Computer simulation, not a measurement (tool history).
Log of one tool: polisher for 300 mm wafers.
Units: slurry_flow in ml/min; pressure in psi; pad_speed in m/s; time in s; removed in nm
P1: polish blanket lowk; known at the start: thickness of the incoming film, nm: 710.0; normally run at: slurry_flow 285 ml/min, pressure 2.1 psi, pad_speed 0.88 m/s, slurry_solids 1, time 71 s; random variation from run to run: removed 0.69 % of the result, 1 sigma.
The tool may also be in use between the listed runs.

run   hour  slurry_flow  pressure  pad_speed  slurry_solids  time  wafers polished on this pad  hours since the slurry nozzle was cleaned  hours since the head pressure was calibrated  hours since the slurry blender was calibrated  hours since the conditioning disc was replaced  removed
  1   10.9          285       2.1       0.88              1    71                          776                                      206.2                                         152.6                                           31.6                                            98.7   25.858
  2   17.3          285       2.1       0.88              1    37                          859                                      212.6                                           159                                             38                                           105.1   13.369
  3   27.4          285       3.1       0.88           1.35    71                          990                                      222.7                                         169.1                                           48.1                                           115.2   43.057
  4   38.8          395       2.1       0.88              1    71                         1138                                      234.1                                         180.5                                           59.5                                           126.6   26.257
  5   48.7          285       2.1       0.88              1   107                         1267                                        244                                         190.4                                           69.4                                           136.5   38.389
  6   57.3          285       2.1       0.88              1    71                         1378                                      252.6                                           199                                             78                                           145.1   25.805
  7   65.6          285       2.1       0.88              1    71                         1486                                      260.9                                         207.3                                           86.3                                           153.4   25.561
  8   74.1          285       2.1       0.88            1.3    71                         1597                                      269.4                                         215.8                                           94.8                                           161.9    28.69
  9     83          285       2.1       0.46              1    91                         1712                                      278.3                                         224.7                                          103.7                                           170.8    19.65
 10   89.1          285       1.1       0.88              1    71                         1791                                      284.4                                         230.8                                          109.8                                           176.9   13.463
 11   94.7          285       2.1       0.88           0.55    71                         1864                                        290                                         236.4                                          115.4                                           182.5   18.512
 12  100.5          285       2.7       0.88              1    71                         1939                                      295.8                                         242.2                                          121.2                                           188.3   32.661
 13  111.7          285       2.1       0.88            1.3    94                         2085                                        307                                         253.4                                          132.4                                           199.5   37.751
 14  117.8          285       2.1       0.88              1    71                         2164                                      313.1                                         259.5                                          138.5                                           205.6   25.432
 15  124.1          285       2.1        1.1              1    71                         2246                                      319.4                                         265.8                                          144.8                                           211.9   31.005
 16  132.4          285       2.1       0.88              1    71                         2353                                      327.7                                         274.1                                          153.1                                           220.2   25.577
 17  139.3          285       2.1       0.88              1    71                         2443                                      334.6                                           281                                            160                                           227.1   25.733
 18  148.3          285       2.1        0.4              1    71                         2560                                      343.6                                           290                                            169                                           236.1   13.757
 19  154.2          170       2.1       0.88              1    71                         2636                                      349.5                                         295.9                                          174.9                                             242   23.996
 20  164.1          285       2.1       0.88              1    71                         2765                                      359.4                                         305.8                                          184.8                                           251.9   25.626
 21  171.1          285       2.1       0.88              1    71                         2856                                      366.4                                         312.8                                          191.8                                           258.9   25.767
 22  178.3          285       2.1       0.88              1    71                         2949                                      373.6                                           320                                            199                                           266.1   24.648
 23  184.6          285       2.1       0.88              1    71                         3031                                      379.9                                         326.3                                          205.3                                           272.4   24.155
 24    191          285       2.1       0.88              1    71                         3114                                      386.3                                         332.7                                          211.7                                           278.8   23.718
     193.1  -- slurry nozzle cleaned
     194.6  -- conditioning disc replaced and pad reconditioned
     195.5  -- worn pad replaced by a new one
 25  196.3          285       2.1       0.88              1    71                           11                                        3.2                                           338                                            217                                             1.7   23.773
 26  206.8          285       2.1       0.88              1    71                          147                                       13.7                                         348.5                                          227.5                                            12.2   23.517
 27  212.6          285       2.1       0.88              1    71                          223                                       19.5                                         354.3                                          233.3                                              18   23.646
 28  218.3          285       2.1       0.88              1    71                          297                                       25.2                                           360                                            239                                            23.7   23.127
 29  226.8          285       2.1       0.88              1    71                          407                                       33.7                                         368.5                                          247.5                                            32.2    23.22
 30  232.1          285       2.1       0.88              1    71                          476                                         39                                         373.8                                          252.8                                            37.5   23.214

What P1 gives has crept away from where it was. These 2 causes fit the log equally well, each at the size given:
A: abrasive missing from the slurry, % = 18.4
B: head's pressure below its setpoint, % = 9.27
The creep began at about hour 171.1.
Why every other cause is out:
removal rate lost through wear of the pad, %: serviced at hour 195.5, which brought nothing back
slurry flow missing at the pad, %: serviced at hour 193.1, which brought nothing back
time polished since the conditioner stopped cutting, s: serviced at hour 194.6, which brought nothing back

4 check runs are offered, each on 5 wafers whose results are averaged, their results left as question marks. Which one tells the causes apart?
check 1  237.4          190       1.1       0.88              1    71                                                                                                                                                                                                                             ?
check 2  237.4          285       2.1       0.56              1   106                                                                                                                                                                                                                             ?
check 3  237.4          190       2.1       0.88            0.6    71                                                                                                                                                                                                                             ?
check 4  237.4          285       1.5       0.42              1    71                                                                                                                                                                                                                             ?

What each check would give under each cause:
  check   result    if A    if B
check 1  removed  11.621  11.625
check 2  removed  24.182  24.189
check 3  removed  16.596  17.032
check 4  removed  9.1912  9.1939
How far apart the two closest causes lie, in the result that separates them most: check 1 0.03 %; check 2 0.03 %; check 3 2.59 %; check 4 0.03 %
Only check 3 tells the causes apart: in the others they would give nearly the same result.

Check 3 was then run and gave: removed 16.593 nm. Which cause is it?

It is A: abrasive missing from the slurry, %.

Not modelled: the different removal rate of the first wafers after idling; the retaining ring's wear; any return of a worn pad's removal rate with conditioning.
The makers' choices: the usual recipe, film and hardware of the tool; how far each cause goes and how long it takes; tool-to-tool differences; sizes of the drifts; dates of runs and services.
